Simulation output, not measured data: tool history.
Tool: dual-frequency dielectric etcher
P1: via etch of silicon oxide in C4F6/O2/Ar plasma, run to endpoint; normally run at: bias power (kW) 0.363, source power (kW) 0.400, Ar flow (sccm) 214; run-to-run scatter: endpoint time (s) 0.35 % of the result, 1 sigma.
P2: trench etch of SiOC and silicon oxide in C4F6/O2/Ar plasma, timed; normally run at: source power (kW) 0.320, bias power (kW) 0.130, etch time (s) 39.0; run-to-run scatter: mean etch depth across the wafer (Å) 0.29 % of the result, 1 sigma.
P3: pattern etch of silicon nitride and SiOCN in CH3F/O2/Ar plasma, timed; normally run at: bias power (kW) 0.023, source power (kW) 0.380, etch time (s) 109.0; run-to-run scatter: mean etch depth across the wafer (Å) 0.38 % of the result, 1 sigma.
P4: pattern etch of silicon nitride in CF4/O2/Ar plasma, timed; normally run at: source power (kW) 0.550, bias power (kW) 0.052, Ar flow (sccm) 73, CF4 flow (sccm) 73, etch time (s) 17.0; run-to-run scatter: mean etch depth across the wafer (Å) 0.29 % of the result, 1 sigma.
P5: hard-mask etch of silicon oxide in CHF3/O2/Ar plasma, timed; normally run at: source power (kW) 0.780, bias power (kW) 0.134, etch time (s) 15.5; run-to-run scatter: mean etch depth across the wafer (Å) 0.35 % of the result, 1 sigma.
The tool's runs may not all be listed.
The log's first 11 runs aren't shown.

run,hour,process that ran,bias power (kW),source power (kW),Ar flow (sccm),etch time (s),CF4 flow (sccm),hours since the last wet clean,hours since the last bias power generator calibration,hours since the last source power generator calibration,hours since the last Ar flow controller change,endpoint time (s),mean etch depth across the wafer (Å)
12,67.6,P1,0.363,0.300,214,,,40.6,1644.9,2747.5,2671.5,43.006,
13,75.2,P4,0.052,0.550,73,23.5,73,48.2,1652.5,2755.1,2679.1,,488.200
14,79.4,P2,0.130,0.320,,24.0,,52.4,1656.7,2759.3,2683.3,,400.630
15,86.9,P4,0.052,0.550,73,17.0,73,59.9,1664.2,2766.8,2690.8,,353.140
16,91.2,P1,0.363,0.400,214,,,64.2,1668.5,2771.1,2695.1,38.347,
17,98.7,P1,0.363,0.400,287,,,71.7,1676.0,2778.6,2702.6,39.749,
18,107.0,P1,0.363,0.400,214,,,80.0,1684.3,2786.9,2710.9,38.511,
19,111.2,P1,0.220,0.400,214,,,84.2,1688.5,2791.1,2715.1,45.546,
20,116.4,P1,0.278,0.530,214,,,89.4,1693.7,2796.3,2720.3,37.722,
21,120.9,P5,0.134,0.780,,22.5,,93.9,1698.2,2800.8,2724.8,,443.410
22,129.0,P2,0.130,0.390,,39.0,,102.0,1706.3,2808.9,2732.9,,705.040
23,134.4,P4,0.052,0.550,73,17.0,73,107.4,1711.7,2814.3,2738.3,,355.040
24,139.6,P1,0.467,0.400,214,,,112.6,1716.9,2819.5,2743.5,34.998,
25,144.0,P5,0.134,0.780,,15.5,,117.0,1721.3,2823.9,2747.9,,305.530
26,149.4,P3,0.023,0.380,,61.5,,122.4,1726.7,2829.3,2753.3,,82.113
27,155.1,P3,0.013,0.380,,109.0,,128.1,1732.4,2835.0,2759.0,,114.140
28,159.0,P4,0.052,0.550,58,17.0,73,132.0,1736.3,2838.9,2762.9,,362.770
29,165.9,P5,0.134,0.780,,15.5,,138.9,1743.2,2845.8,2769.8,,305.880
30,172.6,P1,0.363,0.510,214,,,145.6,1749.9,2852.5,2776.5,35.004,
31,177.9,P4,0.052,0.550,73,17.0,49,150.9,1755.2,2857.8,2781.8,,336.700

Run 32 comes next. What will it give?
32,184.7,P2,0.167,0.320,,39.0,,157.7,1762.0,2864.6,2788.6,,?

Run 32 gave mean etch depth across the wafer (Å) 705.090.
